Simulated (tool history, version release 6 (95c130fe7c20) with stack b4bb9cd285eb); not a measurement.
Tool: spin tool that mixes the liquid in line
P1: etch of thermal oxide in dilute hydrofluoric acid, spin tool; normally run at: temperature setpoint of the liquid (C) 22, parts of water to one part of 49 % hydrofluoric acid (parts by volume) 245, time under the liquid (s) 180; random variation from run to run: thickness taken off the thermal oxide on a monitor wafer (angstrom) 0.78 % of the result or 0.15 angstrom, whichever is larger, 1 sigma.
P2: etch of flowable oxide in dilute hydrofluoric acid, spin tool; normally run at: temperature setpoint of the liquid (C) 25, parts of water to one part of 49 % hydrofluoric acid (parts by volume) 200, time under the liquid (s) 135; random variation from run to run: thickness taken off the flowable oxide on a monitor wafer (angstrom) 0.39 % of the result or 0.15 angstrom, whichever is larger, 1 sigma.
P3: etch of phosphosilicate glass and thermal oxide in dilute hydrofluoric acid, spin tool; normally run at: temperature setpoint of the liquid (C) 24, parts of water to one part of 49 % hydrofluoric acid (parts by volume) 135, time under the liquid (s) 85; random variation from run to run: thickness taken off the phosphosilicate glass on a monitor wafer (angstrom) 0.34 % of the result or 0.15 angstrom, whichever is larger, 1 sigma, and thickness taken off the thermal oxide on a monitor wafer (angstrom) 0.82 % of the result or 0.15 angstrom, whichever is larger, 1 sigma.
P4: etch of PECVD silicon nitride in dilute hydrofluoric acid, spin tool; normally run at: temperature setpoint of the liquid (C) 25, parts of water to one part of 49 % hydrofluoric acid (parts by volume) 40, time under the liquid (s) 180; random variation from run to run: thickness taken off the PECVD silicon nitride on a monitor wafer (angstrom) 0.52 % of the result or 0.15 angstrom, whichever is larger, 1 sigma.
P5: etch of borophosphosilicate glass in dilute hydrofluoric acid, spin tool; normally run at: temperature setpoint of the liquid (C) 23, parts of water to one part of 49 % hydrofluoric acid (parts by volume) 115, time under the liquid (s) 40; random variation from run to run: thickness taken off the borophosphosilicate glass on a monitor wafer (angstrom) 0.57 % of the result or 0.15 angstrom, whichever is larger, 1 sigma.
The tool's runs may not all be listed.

run   hour  process that ran  temperature setpoint of the liquid (C)  parts of water to one part of 49 % hydrofluoric acid (parts by volume)  time under the liquid (s)  hours since the thermometer was replaced  hours since the hydrofluoric acid flow meter was replaced  thickness taken off the thermal oxide on a monitor wafer (angstrom)  thickness taken off the PECVD silicon nitride on a monitor wafer (angstrom)  thickness taken off the phosphosilicate glass on a monitor wafer (angstrom)  thickness taken off the borophosphosilicate glass on a monitor wafer (angstrom)  thickness taken off the flowable oxide on a monitor wafer (angstrom)
  1    6.1                P1                                      22                                                                     245                        180                                    1489.1                                                     1217.4                                                               26.457
  2     14                P1                                      22                                                                     155                        180                                      1497                                                     1225.3                                                               45.847
  3   17.8                P4                                      25                                                                      40                        180                                    1500.8                                                     1229.1                                                                                                                                            80.007
  4   25.9                P1                                      22                                                                     245                        180                                    1508.9                                                     1237.2                                                               26.405
  5   33.2                P3                                      32                                                                     135                         85                                    1516.2                                                     1244.5                                                               36.358                                                                                                                                                    685.08
  6   37.9                P1                                      22                                                                     245                         15                                    1520.9                                                     1249.2                                                               2.3514
  7   44.8                P4                                      25                                                                      40                        355                                    1527.8                                                     1256.1                                                                                                                                            155.91
  8     49                P1                                      22                                                                     440                        180                                      1532                                                     1260.3                                                               12.614
  9     55                P4                                      18                                                                      40                        180                                      1538                                                     1266.3                                                                                                                                             49.14
 10   62.7                P5                                    27.5                                                                     115                         40                                    1545.7                                                       1274                                                                                                                                                                                                                                                                                                           245.7
 11     71                P3                                      24                                                                      20                         85                                      1554                                                     1282.3                                                               216.25                                                                                                                                                    3984.6
 12   76.9                P3                                      24                                                                     135                         35                                    1559.9                                                     1288.2                                                                11.16                                                                                                                                                    209.34
 13   84.1                P1                                    26.5                                                                     335                        180                                    1567.1                                                     1295.4                                                                20.33
 14   91.1                P1                                      27                                                                     245                        300                                    1574.1                                                     1302.4                                                               53.697
 15   97.6                P3                                      24                                                                     135                         85                                    1580.6                                                     1308.9                                                               27.116                                                                                                                                                    508.13
 16  104.2                P2                                      25                                                                     200                         15                                    1587.2                                                     1315.5                                                                                                                                                                                                                                                                                                                                                                                48.052
 17  108.3                P5                                      23                                                                     115                         40                                    1591.3                                                     1319.6                                                                                                                                                                                                                                                                                                          204.48
 18  116.6                P5                                      23                                                                     200                         40                                    1599.6                                                     1327.9                                                                                                                                                                                                                                                                                                          109.19
     123.8  -- hydrofluoric acid flow meter replaced
 19  124.9                P1                                      28                                                                     245                        180                                    1607.9                                                        1.1                                                               32.652
 20  129.8                P1                                      22                                                                     245                        180                                    1612.8                                                          6                                                               26.391
 21  136.9                P1                                      22                                                                     245                        335                                    1619.9                                                       13.1                                                               49.661
 22  142.1                P5                                      23                                                                     115                         20                                    1625.1                                                       18.3                                                                                                                                                                                                                                                                                                          102.93
 23  149.6                P2                                      25                                                                     200                        135                                    1632.6                                                       25.8                                                                                                                                                                                                                                                                                                                                                                                433.32
 24  157.5                P4                                      25                                                                      75                        180                                    1640.5                                                       33.7                                                                                                                                            42.893

Run 25 comes next. What will it give?
 25  161.5                P2                                      25                                                                     200                        135                                    1644.5                                                       37.7                                                                                                                                                                                                                                                                                                                                                                                     ?

thickness taken off the flowable oxide on a monitor wafer (angstrom): 434.71

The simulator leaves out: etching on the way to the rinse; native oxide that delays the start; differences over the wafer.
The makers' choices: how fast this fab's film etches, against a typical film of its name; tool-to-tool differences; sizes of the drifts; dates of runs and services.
